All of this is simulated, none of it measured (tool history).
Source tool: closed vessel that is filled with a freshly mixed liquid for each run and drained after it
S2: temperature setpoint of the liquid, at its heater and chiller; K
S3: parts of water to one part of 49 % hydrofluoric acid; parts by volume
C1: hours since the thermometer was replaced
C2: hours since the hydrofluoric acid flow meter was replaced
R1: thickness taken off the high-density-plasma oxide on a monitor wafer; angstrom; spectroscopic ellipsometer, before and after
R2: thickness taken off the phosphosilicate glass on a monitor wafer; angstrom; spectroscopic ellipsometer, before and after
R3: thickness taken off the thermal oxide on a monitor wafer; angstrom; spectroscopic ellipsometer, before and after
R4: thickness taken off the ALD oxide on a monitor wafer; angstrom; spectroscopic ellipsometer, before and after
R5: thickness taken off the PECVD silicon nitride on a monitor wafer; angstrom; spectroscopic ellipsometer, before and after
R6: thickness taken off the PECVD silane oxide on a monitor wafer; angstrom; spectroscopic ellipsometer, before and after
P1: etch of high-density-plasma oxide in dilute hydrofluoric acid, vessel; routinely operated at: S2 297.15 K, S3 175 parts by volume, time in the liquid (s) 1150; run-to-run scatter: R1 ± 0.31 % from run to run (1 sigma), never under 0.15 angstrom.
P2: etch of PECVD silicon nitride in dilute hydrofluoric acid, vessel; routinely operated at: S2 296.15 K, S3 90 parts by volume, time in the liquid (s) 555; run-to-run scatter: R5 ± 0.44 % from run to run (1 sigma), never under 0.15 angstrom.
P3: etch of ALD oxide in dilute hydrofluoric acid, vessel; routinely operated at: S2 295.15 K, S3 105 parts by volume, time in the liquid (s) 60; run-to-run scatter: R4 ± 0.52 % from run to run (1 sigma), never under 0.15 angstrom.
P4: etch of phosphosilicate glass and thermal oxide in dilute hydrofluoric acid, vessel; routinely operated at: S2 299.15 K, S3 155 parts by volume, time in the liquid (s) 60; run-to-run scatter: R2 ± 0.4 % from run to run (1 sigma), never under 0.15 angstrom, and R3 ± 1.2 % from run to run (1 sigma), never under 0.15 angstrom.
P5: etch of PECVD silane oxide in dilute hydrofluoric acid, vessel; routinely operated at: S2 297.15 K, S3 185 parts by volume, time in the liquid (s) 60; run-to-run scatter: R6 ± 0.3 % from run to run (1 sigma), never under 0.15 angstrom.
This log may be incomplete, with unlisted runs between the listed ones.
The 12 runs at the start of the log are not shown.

Run 13, hour 177.1: process that ran P3, S2 295.15 K, S3 180 parts by volume, time in the liquid (s) 60; C1 1059.5; C2 951.0. Result: R4 88.854 angstrom.
Run 14, hour 190.3: process that ran P5, S2 297.15 K, S3 185 parts by volume, time in the liquid (s) 60; C1 1072.7; C2 964.2. Result: R6 99.508 angstrom.
Run 15, hour 199.0: process that ran P2, S2 290.15 K, S3 90 parts by volume, time in the liquid (s) 555; C1 1081.4; C2 972.9. Result: R5 101.250 angstrom.
Run 16, hour 211.7: process that ran P1, S2 297.15 K, S3 320 parts by volume, time in the liquid (s) 1150; C1 1094.1; C2 985.6. Result: R1 201.890 angstrom.
Run 17, hour 221.9: process that ran P3, S2 295.15 K, S3 105 parts by volume, time in the liquid (s) 60; C1 1104.3; C2 995.8. Result: R4 167.280 angstrom.
Run 18, hour 238.1: process that ran P1, S2 297.15 K, S3 75 parts by volume, time in the liquid (s) 1900; C1 1120.5; C2 1012.0. Result: R1 1864.700 angstrom.
Run 19, hour 254.6: process that ran P1, S2 293.65 K, S3 235 parts by volume, time in the liquid (s) 1150; C1 1137.0; C2 1028.5. Result: R1 263.300 angstrom.
Run 20, hour 266.8: process that ran P5, S2 297.15 K, S3 280 parts by volume, time in the liquid (s) 60; C1 1149.2; C2 1040.7. Result: R6 59.240 angstrom.
Run 21, hour 281.7: process that ran P2, S2 296.15 K, S3 90 parts by volume, time in the liquid (s) 945; C1 1164.1; C2 1055.6. Result: R5 256.780 angstrom.
Run 22, hour 296.0: process that ran P5, S2 297.15 K, S3 185 parts by volume, time in the liquid (s) 30; C1 1178.4; C2 1069.9. Result: R6 49.837 angstrom.
Run 23, hour 312.0: process that ran P4, S2 299.15 K, S3 155 parts by volume, time in the liquid (s) 30; C1 1194.4; C2 1085.9. Result: R2 391.64 angstrom, R3 8.3896 angstrom.
Run 24, hour 325.2: process that ran P2, S2 296.15 K, S3 90 parts by volume, time in the liquid (s) 555; C1 1207.6; C2 1099.1. Result: R5 152.320 angstrom.
At hour 326.8: hydrofluoric acid flow meter replaced.
Run 25, hour 341.9: process that ran P3, S2 290.15 K, S3 105 parts by volume, time in the liquid (s) 60; C1 1224.3; C2 15.1. Result: R4 133.740 angstrom.
Run 26, hour 351.4: process that ran P1, S2 297.15 K, S3 175 parts by volume, time in the liquid (s) 40; C1 1233.8; C2 24.6. Result: R1 14.988 angstrom.
Run 27, hour 360.8: process that ran P1, S2 301.65 K, S3 175 parts by volume, time in the liquid (s) 1150; C1 1243.2; C2 34.0. Result: R1 504.780 angstrom.
Run 28, hour 377.4: process that ran P4, S2 299.15 K, S3 155 parts by volume, time in the liquid (s) 60; C1 1259.8; C2 50.6. Result: R2 783.04 angstrom, R3 17.6380 angstrom.
Run 29, hour 390.7: process that ran P1, S2 297.15 K, S3 175 parts by volume, time in the liquid (s) 1150; C1 1273.1; C2 63.9. Result: R1 430.310 angstrom.
Run 30, hour 407.0: process that ran P3, S2 295.15 K, S3 105 parts by volume, time in the liquid (s) 60; C1 1289.4; C2 80.2. Result: R4 167.980 angstrom.
Run 31, hour 417.3: process that ran P1, S2 297.15 K, S3 175 parts by volume, time in the liquid (s) 1150; C1 1299.7; C2 90.5. Result: R1 429.530 angstrom.
Run 32, hour 430.6: process that ran P2, S2 296.15 K, S3 90 parts by volume, time in the liquid (s) 555; C1 1313.0; C2 103.8. Result: R5 152.030 angstrom.
Run 33, hour 441.4: process that ran P5, S2 297.15 K, S3 185 parts by volume, time in the liquid (s) 60; C1 1323.8; C2 114.6. Result: R6 100.110 angstrom.
Run 34, hour 450.3: process that ran P1, S2 297.15 K, S3 175 parts by volume, time in the liquid (s) 1150; C1 1332.7; C2 123.5. Result: R1 429.960 angstrom.
Run 35, hour 457.8: process that ran P1, S2 297.15 K, S3 175 parts by volume, time in the liquid (s) 1150; C1 1340.2; C2 131.0. Result: R1 440.170 angstrom.
Run 36, hour 469.4: process that ran P1, S2 297.15 K, S3 175 parts by volume, time in the liquid (s) 1150; C1 1351.8; C2 142.6. Result: R1 448.690 angstrom.

Run 37 has not been measured yet. What should we expect?
Run 37, hour 478.7: process that ran P1, S2 297.15 K, S3 175 parts by volume, time in the liquid (s) 1150; C1 1361.1; C2 151.9. Result: R1 ?.

Run 37 came out at R1 455.910 angstrom.
